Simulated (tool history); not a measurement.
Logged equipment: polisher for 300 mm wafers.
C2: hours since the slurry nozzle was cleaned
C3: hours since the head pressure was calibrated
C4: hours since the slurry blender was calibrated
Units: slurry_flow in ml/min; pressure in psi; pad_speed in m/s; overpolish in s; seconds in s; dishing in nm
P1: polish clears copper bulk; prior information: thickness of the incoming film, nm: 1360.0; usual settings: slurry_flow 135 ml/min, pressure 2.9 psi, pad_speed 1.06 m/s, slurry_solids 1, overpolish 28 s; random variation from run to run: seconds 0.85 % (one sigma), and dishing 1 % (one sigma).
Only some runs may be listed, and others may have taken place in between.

{"run": 1, "day": 0.425, "slurry_flow": 135, "pressure": 2.9, "pad_speed": 1.06, "slurry_solids": 1, "overpolish": 28, "wafers polished on this pad": 326, "C2": 210.1, "C3": 111.4, "C4": 91.7, "seconds": 130.45, "dishing": 83.334}
{"run": 2, "day": 1.004, "slurry_flow": 135, "pressure": 2.9, "pad_speed": 1.06, "slurry_solids": 1.45, "overpolish": 28, "wafers polished on this pad": 442, "C2": 224, "C3": 125.3, "C4": 105.6, "seconds": 120.33, "dishing": 84.411}
{"run": 3, "day": 1.388, "slurry_flow": 135, "pressure": 2.9, "pad_speed": 1.06, "slurry_solids": 1, "overpolish": 51, "wafers polished on this pad": 519, "C2": 233.2, "C3": 134.5, "C4": 114.8, "seconds": 129.45, "dishing": 89.849}
{"run": 4, "day": 1.683, "slurry_flow": 135, "pressure": 2.9, "pad_speed": 1.06, "slurry_solids": 1, "overpolish": 8, "wafers polished on this pad": 578, "C2": 240.3, "C3": 141.6, "C4": 121.9, "seconds": 127.88, "dishing": 46.069}
{"run": 5, "day": 2.183, "slurry_flow": 135, "pressure": 2.9, "pad_speed": 1.68, "slurry_solids": 1, "overpolish": 28, "wafers polished on this pad": 678, "C2": 252.3, "C3": 153.6, "C4": 133.9, "seconds": 81.742, "dishing": 88.933}
{"run": 6, "day": 2.783, "slurry_flow": 135, "pressure": 3.8, "pad_speed": 1.06, "slurry_solids": 1, "overpolish": 28, "wafers polished on this pad": 798, "C2": 266.7, "C3": 168, "C4": 148.3, "seconds": 98.345, "dishing": 92.135}
{"run": 7, "day": 3.333, "slurry_flow": 135, "pressure": 1.3, "pad_speed": 1.06, "slurry_solids": 1, "overpolish": 28, "wafers polished on this pad": 908, "C2": 279.9, "C3": 181.2, "C4": 161.5, "seconds": 285.42, "dishing": 53.901}
{"run": 8, "day": 3.729, "slurry_flow": 135, "pressure": 2.9, "pad_speed": 1.06, "slurry_solids": 0.6, "overpolish": 28, "wafers polished on this pad": 987, "C2": 289.4, "C3": 190.7, "C4": 171, "seconds": 143.3, "dishing": 82.336}
{"run": 9, "day": 4.321, "slurry_flow": 135, "pressure": 2.9, "pad_speed": 1.06, "slurry_solids": 1, "overpolish": 28, "wafers polished on this pad": 1105, "C2": 303.6, "C3": 204.9, "C4": 185.2, "seconds": 130.15, "dishing": 83.765}
{"day": 4.35, "done": "head pressure recalibrated"}
{"run": 10, "day": 4.792, "slurry_flow": 205, "pressure": 2.9, "pad_speed": 1.06, "slurry_solids": 1, "overpolish": 28, "wafers polished on this pad": 1199, "C2": 314.9, "C3": 10.6, "C4": 196.5, "seconds": 118.5, "dishing": 83.468}
{"run": 11, "day": 5.383, "slurry_flow": 205, "pressure": 2.9, "pad_speed": 1.06, "slurry_solids": 1.35, "overpolish": 28, "wafers polished on this pad": 1318, "C2": 329.1, "C3": 24.8, "C4": 210.7, "seconds": 114.58, "dishing": 86.343}
{"run": 12, "day": 5.938, "slurry_flow": 135, "pressure": 2.9, "pad_speed": 1.06, "slurry_solids": 1, "overpolish": 28, "wafers polished on this pad": 1428, "C2": 342.4, "C3": 38.1, "C4": 224, "seconds": 129.78, "dishing": 85.012}
{"run": 13, "day": 6.467, "slurry_flow": 135, "pressure": 2.9, "pad_speed": 1.06, "slurry_solids": 1, "overpolish": 28, "wafers polished on this pad": 1534, "C2": 355.1, "C3": 50.8, "C4": 236.7, "seconds": 129.55, "dishing": 82.491}
{"run": 14, "day": 6.912, "slurry_flow": 135, "pressure": 2.9, "pad_speed": 0.5, "slurry_solids": 1, "overpolish": 28, "wafers polished on this pad": 1623, "C2": 365.8, "C3": 61.5, "C4": 247.4, "seconds": 276.56, "dishing": 62.473}
{"run": 15, "day": 7.417, "slurry_flow": 170, "pressure": 2.9, "pad_speed": 0.66, "slurry_solids": 1, "overpolish": 28, "wafers polished on this pad": 1724, "C2": 377.9, "C3": 73.6, "C4": 259.5, "seconds": 200.64, "dishing": 72.095}
{"run": 16, "day": 7.792, "slurry_flow": 80, "pressure": 2.9, "pad_speed": 1.06, "slurry_solids": 1, "overpolish": 28, "wafers polished on this pad": 1799, "C2": 386.9, "C3": 82.6, "C4": 268.5, "seconds": 147.7, "dishing": 80.608}
{"run": 17, "day": 8.367, "slurry_flow": 135, "pressure": 2.9, "pad_speed": 1.06, "slurry_solids": 1, "overpolish": 28, "wafers polished on this pad": 1914, "C2": 400.7, "C3": 96.4, "C4": 282.3, "seconds": 129.37, "dishing": 83.965}
{"run": 18, "day": 8.725, "slurry_flow": 135, "pressure": 2.2, "pad_speed": 0.66, "slurry_solids": 1, "overpolish": 28, "wafers polished on this pad": 1986, "C2": 409.3, "C3": 105, "C4": 290.9, "seconds": 271.43, "dishing": 60.47}
{"run": 19, "day": 9.058, "slurry_flow": 135, "pressure": 2.9, "pad_speed": 1.06, "slurry_solids": 1, "overpolish": 28, "wafers polished on this pad": 2052, "C2": 417.3, "C3": 113, "C4": 298.9, "seconds": 129.2, "dishing": 83.158}
{"run": 20, "day": 9.408, "slurry_flow": 135, "pressure": 2.9, "pad_speed": 1.06, "slurry_solids": 1, "overpolish": 28, "wafers polished on this pad": 2122, "C2": 425.7, "C3": 121.4, "C4": 307.3, "seconds": 132.91, "dishing": 81.607}
{"run": 21, "day": 9.904, "slurry_flow": 135, "pressure": 2.9, "pad_speed": 1.06, "slurry_solids": 1, "overpolish": 28, "wafers polished on this pad": 2221, "C2": 437.6, "C3": 133.3, "C4": 319.2, "seconds": 134.32, "dishing": 81.765}
{"run": 22, "day": 10.35, "slurry_flow": 135, "pressure": 2.9, "pad_speed": 1.06, "slurry_solids": 1, "overpolish": 28, "wafers polished on this pad": 2311, "C2": 448.3, "C3": 144, "C4": 329.9, "seconds": 135.22, "dishing": 82.874}
{"day": 10.521, "done": "worn pad replaced by a new one"}
{"day": 10.838, "done": "head pressure recalibrated"}
{"run": 23, "day": 10.838, "slurry_flow": 135, "pressure": 2.9, "pad_speed": 1.06, "slurry_solids": 1, "overpolish": 28, "wafers polished on this pad": 63, "C2": 460, "C3": 0, "C4": 341.6, "seconds": 138.09, "dishing": 82.829}

For run 24, what comes out?
{"run": 24, "day": 11.383, "slurry_flow": 135, "pressure": 2.9, "pad_speed": 1.06, "slurry_solids": 1, "overpolish": 28, "wafers polished on this pad": 173, "C2": 473.1, "C3": 13.1, "C4": 354.7, "seconds": "?", "dishing": "?"}

Run 24 produced seconds 136.94 s, dishing 81.821 nm.
